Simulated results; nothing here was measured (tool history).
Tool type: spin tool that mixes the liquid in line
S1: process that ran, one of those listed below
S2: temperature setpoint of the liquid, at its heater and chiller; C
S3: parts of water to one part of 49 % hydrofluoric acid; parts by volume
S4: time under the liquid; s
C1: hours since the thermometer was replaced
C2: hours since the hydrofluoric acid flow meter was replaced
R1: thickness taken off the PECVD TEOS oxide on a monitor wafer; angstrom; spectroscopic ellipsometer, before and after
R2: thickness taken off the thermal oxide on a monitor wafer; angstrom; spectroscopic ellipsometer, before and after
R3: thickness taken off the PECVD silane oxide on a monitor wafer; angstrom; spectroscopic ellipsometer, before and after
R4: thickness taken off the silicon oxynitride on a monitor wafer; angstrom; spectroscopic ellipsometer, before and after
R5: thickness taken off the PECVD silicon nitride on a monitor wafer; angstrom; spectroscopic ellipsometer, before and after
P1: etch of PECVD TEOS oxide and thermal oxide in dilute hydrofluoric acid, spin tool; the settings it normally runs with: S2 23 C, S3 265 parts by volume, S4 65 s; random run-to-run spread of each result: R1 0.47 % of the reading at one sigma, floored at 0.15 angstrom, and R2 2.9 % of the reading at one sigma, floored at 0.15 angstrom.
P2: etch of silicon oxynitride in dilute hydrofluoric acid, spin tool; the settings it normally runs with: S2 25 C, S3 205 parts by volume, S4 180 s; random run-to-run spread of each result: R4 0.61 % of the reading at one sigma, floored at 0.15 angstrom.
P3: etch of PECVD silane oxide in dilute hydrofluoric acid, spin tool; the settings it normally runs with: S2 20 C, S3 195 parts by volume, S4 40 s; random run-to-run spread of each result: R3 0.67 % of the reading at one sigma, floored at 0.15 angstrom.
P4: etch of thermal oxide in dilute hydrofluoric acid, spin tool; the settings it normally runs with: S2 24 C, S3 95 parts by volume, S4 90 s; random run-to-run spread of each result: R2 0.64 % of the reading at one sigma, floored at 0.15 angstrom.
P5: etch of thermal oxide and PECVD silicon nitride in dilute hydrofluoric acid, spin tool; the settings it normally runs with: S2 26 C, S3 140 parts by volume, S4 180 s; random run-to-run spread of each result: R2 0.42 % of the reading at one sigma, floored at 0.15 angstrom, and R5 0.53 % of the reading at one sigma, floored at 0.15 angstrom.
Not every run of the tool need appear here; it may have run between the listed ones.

run	hour	S1	S2	S3	S4	C1	C2	R1	R2	R3	R4	R5
1	5.5	P1	23	265	65	577.4	882.2	53.987	8.8951			
2	9.4	P3	20	195	40	581.3	886.1			42.575		
3	12	P2	25	205	180	583.9	888.7				36.826	
4	15.7	P1	23	265	20	587.6	892.4	16.67	3.0785			
5	21.3	P3	20	195	75	593.2	898			78.722		
6	26.6	P2	25	205	180	598.5	903.3				36.769	
7	32.5	P3	20	360	40	604.4	909.2			19.731		
8	36.5	P1	23	265	65	608.4	913.2	54.207	8.6968			
9	39.3	P5	34	140	180	611.2	916		79.396			78.148
10	42.8	P1	23	90	65	614.7	919.5	192.46	32.568			
11	48.7	P1	23	265	65	620.6	925.4	54.138	9.9972			
12	51.7	P4	24	95	15	623.6	928.4		7.776			
13	56.1	P4	17.5	95	90	628	932.8		36.344			
14	59.9	P1	30	380	65	631.8	936.6	42.395	7.3105			
15	62.9	P5	26	140	180	634.8	939.6		60.38			48.095
16	66.7	P1	23	265	105	638.6	943.4	88.417	14.41			
17	71.8	P2	25	345	180	643.7	948.5				19.846	
18	74.6	P1	23	445	65	646.5	951.3	27.386	4.8476			
19	80.3	P1	29	265	65	652.2	957	67.102	11.581			
20	84.8	P4	24	135	90	656.7	961.5		31.878			
21	90.6	P1	19	265	65	662.5	967.3	47.302	7.7801			
22	94.4	P2	25	205	305	666.3	971.1				62.433	
23	99.7	P5	26	140	180	671.6	976.4		59.552			47.716
24	102.4	P1	23	265	65	674.3	979.1	54.407	9.3984			
25	105.9	P2	21	205	180	677.8	982.6				30.889	
26	111.8	P1	28.5	360	65	683.7	988.5	43.221	7.2481			
27	114.5	P1	23	265	65	686.4	991.2	53.732	9.2652			
28	119.2	P3	17	195	40	691.1	995.9			37.836		
29	122.3	P4	24	95	90	694.2	999		47.263			
30	127.4	P5	26	140	320	699.3	1004.1		105.22			85.404
31	131.3	P4	24	95	90	703.2	1008		47.066			
32	134.8	P5	26	70	180	706.7	1011.5		130.15			94.647
33	140.4	P1	23	265	65	712.3	1017.1	54.215	9.4127			
34	146.1	P1	23	265	65	718	1022.8	55.531	8.9356			
35	150.5	P1	23	265	65	722.4	1027.2	56.517	9.5099			
36	153.8	P1	23	265	65	725.7	1030.5	57.259	9.1896			
37	159.6	P1	23	265	65	731.5	1036.3	57.463	10.098			
38	163.5	P1	23	265	65	735.4	1040.2	57.953	9.8789			
39	169.1	P1	23	265	65	741	1045.8	57.498	10.109			
40	174.3	P1	23	265	65	746.2	1051	57.749	9.506			
41	179	P1	23	265	65	750.9	1055.7	57.782	10.032			
42	184.4	P1	23	265	65	756.3	1061.1	57.915	10.174			

The output of P1 has drifted from where it used to be. Each of the 2 causes below, taken at the size shown beside it, accounts for the log equally well:
A: liquid hotter than its thermometer reads (K) = 2
B: hydrofluoric acid flow above the setpoint (%) = 5.81
The drift started at roughly hour 140.4.

Consider the 4 single-wafer check runs listed below, results given as question marks: which one distinguishes between the causes by giving clearly different results for each?
check 1	189.8	P2	25	280	180						?	
check 2	189.8	P5	26	140	245				?			?
check 3	189.8	P3	20	350	70					?		
check 4	189.8	P4	18.5	95	15				?			

Expected result of each check under each candidate cause:
check	result	if A	if B
check 1	R4	27.604	27.162
check 2	R2	87.311	86.542
check 2	R5	73.802	68.816
check 3	R3	38.434	38.544
check 4	R2	6.8645	6.7247
Distance between the nearest two causes, measured in the result of the check that separates them most: check 1 1.61 %; check 2 6.99 %; check 3 0.29 %; check 4 2.06 %
The other checks would show nearly matching results whichever cause is true, so check 2 is the only one that separates the causes.

Then check 2 was run and gave: R2 87.139 angstrom; R5 67.915 angstrom. Which cause is it?

It is B: hydrofluoric acid flow above the setpoint (%).
